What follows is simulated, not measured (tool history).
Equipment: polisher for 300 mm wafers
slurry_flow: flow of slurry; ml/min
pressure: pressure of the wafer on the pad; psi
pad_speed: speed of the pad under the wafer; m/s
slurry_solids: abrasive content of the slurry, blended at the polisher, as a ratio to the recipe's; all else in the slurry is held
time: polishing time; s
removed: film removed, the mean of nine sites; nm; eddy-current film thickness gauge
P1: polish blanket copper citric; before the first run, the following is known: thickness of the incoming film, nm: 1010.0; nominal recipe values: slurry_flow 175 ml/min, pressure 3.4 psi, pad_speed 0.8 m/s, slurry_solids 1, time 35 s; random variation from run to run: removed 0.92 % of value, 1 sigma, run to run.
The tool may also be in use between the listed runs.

run,hour,slurry_flow,pressure,pad_speed,slurry_solids,time,wafers polished on this pad,hours since the slurry nozzle was cleaned,hours since the head pressure was calibrated,hours since the slurry blender was calibrated,removed
1,12.8,175,3.4,0.8,1,35,584,160.2,679.3,90.7,74.188
2,23,225,3.4,0.58,1,35,727,170.4,689.5,100.9,55.578
3,36,175,3.4,0.8,1,35,909,183.4,702.5,113.9,74.597
4,48.3,175,3.4,0.8,1,55,1081,195.7,714.8,126.2,118.24
5,60,175,1.5,0.8,1,35,1244,207.4,726.5,137.9,34.396
6,71.6,175,4.3,0.8,1,35,1406,219,738.1,149.5,92.268
7,86.1,175,3.4,1.18,1,35,1609,233.5,752.6,164,109.13
8,95.2,175,3.4,0.56,1,35,1737,242.6,761.7,173.1,51.535
9,109.7,175,3.4,0.8,1,35,1939,257.1,776.2,187.6,74.138
# hour 110.4: worn pad replaced by a new one
10,122.1,175,3.4,0.8,1,16,164,269.5,788.6,200,33.54
11,129,175,3.4,0.8,1,35,260,276.4,795.5,206.9,74.117
12,140.6,175,3.4,0.8,1,35,422,288,807.1,218.5,74.024
13,151.7,175,3.4,0.8,1,35,578,299.1,818.2,229.6,73.434
14,162,105,3.4,0.8,1,35,722,309.4,828.5,239.9,67.246
# hour 169.1: head pressure recalibrated
15,172.5,130,3.4,1.24,1,35,869,319.9,3.5,250.4,106.3
16,179.6,175,3.4,0.8,0.6,35,968,327,10.6,257.5,66.611
17,194,175,3.4,0.8,1.45,35,1169,341.4,25,271.9,79.1
18,206.2,220,3.4,0.8,1,35,1340,353.6,37.2,284.1,76.16
19,218,175,2.3,0.8,1.4,35,1505,365.4,49,295.9,54.236
20,228.7,175,3.4,0.8,1,35,1654,376.1,59.7,306.6,73.639
21,241.8,175,3.4,0.8,1,35,1838,389.2,72.8,319.7,72.409
22,252.3,175,3.4,0.8,1,35,1984,399.7,83.3,330.2,69.768
23,263.9,175,3.4,0.8,1,35,2147,411.3,94.9,341.8,69.255
24,271.8,175,3.4,0.8,1,35,2257,419.2,102.8,349.7,68.757
25,279.8,175,3.4,0.8,1,35,2369,427.2,110.8,357.7,67.744
# hour 283: slurry blender recalibrated
# hour 287: worn pad replaced by a new one
26,292.3,175,3.4,0.8,1,35,75,439.7,123.3,9.4,67.381
27,299.9,175,3.4,0.8,1,35,181,447.3,130.9,17,66.507
28,308,175,3.4,0.8,1,35,294,455.4,139,25.1,66.243

P1 no longer gives what it gave before; its output has crept away from where it was. The following 2 causes, each at its listed size, fit the log equally well:
A: slurry flow missing at the pad, % = 38.8
B: head's pressure below its setpoint, % = 9.04
The process output started creeping at around hour 228.7.
Every other cause this tool's parts could produce, and why it does not fit the log:
removal rate lost through wear of the pad, %: serviced after onset, at hour 287, with no recovery of the prior output
abrasive missing from the slurry, %: serviced after onset, at hour 283, with no recovery of the prior output

Which of the check runs below tells the causes apart, meaning the causes would give it clearly different results? Each run uses 2 wafers whose results are averaged, and each result is shown as a question mark.
check 1,316.1,175,1.7,0.8,1,20,,,,,?
check 2,316.1,105,2.2,0.8,1,35,,,,,?
check 3,316.1,175,3.4,1.14,1,49,,,,,?
check 4,316.1,175,3.4,0.8,1.4,53,,,,,?

Expected result of each check under each candidate cause:
check,result,if A,if B
check 1,removed,19.729,19.777
check 2,removed,38.027,40.138
check 3,removed,133.14,133.04
check 4,removed,109.64,109.64
Gap, in per cent, between the two causes that each check separates least, read from the result that separates them most: check 1 0.25 %; check 2 5.4 %; check 3 0.08 %; check 4 0 %
Check 2 tells the causes apart: in the others they would give nearly the same result.

Check 2 was carried out, with these results: removed 38.546 nm. Which of the listed causes is responsible?

The correct cause is A, namely: slurry flow missing at the pad, %.
